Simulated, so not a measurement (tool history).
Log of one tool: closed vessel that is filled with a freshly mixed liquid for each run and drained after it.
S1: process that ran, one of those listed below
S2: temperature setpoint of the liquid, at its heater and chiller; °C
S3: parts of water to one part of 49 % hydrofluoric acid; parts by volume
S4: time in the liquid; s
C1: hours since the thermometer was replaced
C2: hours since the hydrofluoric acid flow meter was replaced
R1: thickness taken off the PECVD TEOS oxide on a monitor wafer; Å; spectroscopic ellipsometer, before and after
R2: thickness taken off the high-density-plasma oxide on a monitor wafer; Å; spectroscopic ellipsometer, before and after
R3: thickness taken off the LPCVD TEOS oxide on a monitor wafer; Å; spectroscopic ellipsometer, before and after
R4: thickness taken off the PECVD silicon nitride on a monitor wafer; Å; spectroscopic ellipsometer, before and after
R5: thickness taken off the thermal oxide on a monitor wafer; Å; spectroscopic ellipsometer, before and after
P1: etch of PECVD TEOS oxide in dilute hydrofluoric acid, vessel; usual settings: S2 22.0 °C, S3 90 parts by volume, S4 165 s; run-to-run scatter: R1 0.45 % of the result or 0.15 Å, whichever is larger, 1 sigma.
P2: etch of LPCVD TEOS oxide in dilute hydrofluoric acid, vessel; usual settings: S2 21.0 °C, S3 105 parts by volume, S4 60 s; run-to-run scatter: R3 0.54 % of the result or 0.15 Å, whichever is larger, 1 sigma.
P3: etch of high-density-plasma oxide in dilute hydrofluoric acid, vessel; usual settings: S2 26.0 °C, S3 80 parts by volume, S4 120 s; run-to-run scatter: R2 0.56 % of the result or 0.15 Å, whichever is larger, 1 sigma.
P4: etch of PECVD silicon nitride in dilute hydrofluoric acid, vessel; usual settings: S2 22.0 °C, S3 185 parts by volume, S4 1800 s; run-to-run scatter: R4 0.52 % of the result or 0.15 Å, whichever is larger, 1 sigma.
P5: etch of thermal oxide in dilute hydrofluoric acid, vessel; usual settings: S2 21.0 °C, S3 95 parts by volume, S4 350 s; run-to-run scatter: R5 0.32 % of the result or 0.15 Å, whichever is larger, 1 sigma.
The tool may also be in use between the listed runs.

run	hour	S1	S2	S3	S4	C1	C2	R1	R2	R3	R4	R5
1	7.0	P1	22.0	90	165	311.4	284.5	291.020				
2	13.9	P1	22.0	90	165	318.3	291.4	288.000				
3	20.0	P3	26.0	80	120	324.4	297.5		189.870			
4	28.9	P3	26.0	80	120	333.3	306.4		190.020			
5	36.8	P3	26.0	145	120	341.2	314.3		96.349			
6	42.1	P1	22.0	90	165	346.5	319.6	288.590				
7	48.7	P2	21.0	105	60	353.1	326.2			269.67		
8	54.8	P4	22.0	185	305	359.2	332.3				42.763	
9	59.2	P5	21.0	95	350	363.6	336.7					147.430
10	64.5	P4	22.0	185	1800	368.9	342.0				255.690	
11	73.0	P1	22.0	90	30	377.4	350.5	53.001				
12	79.1	P2	21.0	105	60	383.5	356.6			270.56		
13	88.6	P1	22.0	125	165	393.0	366.1	198.830				
14	97.9	P1	22.0	90	165	402.3	375.4	289.470				
15	102.2	P3	18.0	80	120	406.6	379.7		135.080			
16	107.9	P4	22.0	185	1800	412.3	385.4				255.640	
17	113.3	P1	28.5	90	165	417.7	390.8	375.070				
18	122.9	P1	22.0	45	165	427.3	400.4	613.240				
19	131.3	P4	22.0	275	1800	435.7	408.8				172.340	
20	137.7	P2	21.0	105	85	442.1	415.2			382.55		
21	143.0	P5	21.0	170	350	447.4	420.5					74.918
22	152.0	P1	22.0	90	165	456.4	429.5	289.080				
23	160.1	P1	22.0	90	165	464.5	437.6	289.730				
24	165.2	P5	21.0	95	680	469.6	442.7					283.830
25	172.1	P1	22.0	90	300	476.5	449.6	529.060				
26	180.6	P1	18.0	90	165	485.0	458.1	243.670				
27	185.5	P1	17.0	90	50	489.9	463.0	71.189				
28	192.7	P2	28.0	105	60	497.1	470.2			353.97		
29	200.3	P5	17.0	95	350	504.7	477.8					123.290
30	205.1	P1	22.0	90	165	509.5	482.6	290.620				
31	211.1	P3	26.0	80	60	515.5	488.6		94.645			
32	219.4	P2	21.0	25	60	523.8	496.9			1239.40		
33	223.7	P4	30.5	185	1800	528.1	501.2				431.910	
34	229.6	P1	22.0	90	165	534.0	507.1	289.590				
35	234.3	P1	22.0	90	165	538.7	511.8	296.270				
36	239.8	P1	22.0	90	165	544.2	517.3	301.480				
37	244.3	P1	22.0	90	165	548.7	521.8	301.960				
38	251.5	P1	22.0	90	165	555.9	529.0	308.100				
39	257.6	P1	22.0	90	165	562.0	535.1	311.130				
40	262.7	P1	22.0	90	165	567.1	540.2	311.350				
41	270.2	P1	22.0	90	165	574.6	547.7	313.670				
42	279.9	P1	22.0	90	165	584.3	557.4	314.080				
43	287.8	P1	22.0	90	165	592.2	565.3	314.210				
44	292.9	P1	22.0	90	165	597.3	570.4	313.660				
45	299.0	P1	22.0	90	165	603.4	576.5	316.560				

What P1 gives has crept away from where it was. These 2 causes fit the log equally well, each at the size given:
A: liquid hotter than its thermometer reads (K) = 2.09
B: hydrofluoric acid flow above the setpoint (%) = 7.88
The creep began at about hour 229.6.

4 check runs are offered, one wafer each, their results left as question marks. Which one tells the causes apart?
check 1	305.1	P4	28.5	185	1800						?	
check 2	305.1	P3	22.5	145	120				?			
check 3	305.1	P5	21.0	130	350							?
check 4	305.1	P2	28.0	105	60					?		

What each check would give under each cause:
check	result	if A	if B
check 1	R4	434.170	413.100
check 2	R2	91.312	91.967
check 3	R5	111.920	112.340
check 4	R3	383.82	386.69
How far apart the two closest causes lie, in the result that separates them most: check 1 4.97 %; check 2 0.71 %; check 3 0.38 %; check 4 0.75 %
Only check 1 tells the causes apart: in the others they would give nearly the same result.

Check 1 was then run and gave: R4 432.780 Å. Which cause is it?

It is A: liquid hotter than its thermometer reads (K).

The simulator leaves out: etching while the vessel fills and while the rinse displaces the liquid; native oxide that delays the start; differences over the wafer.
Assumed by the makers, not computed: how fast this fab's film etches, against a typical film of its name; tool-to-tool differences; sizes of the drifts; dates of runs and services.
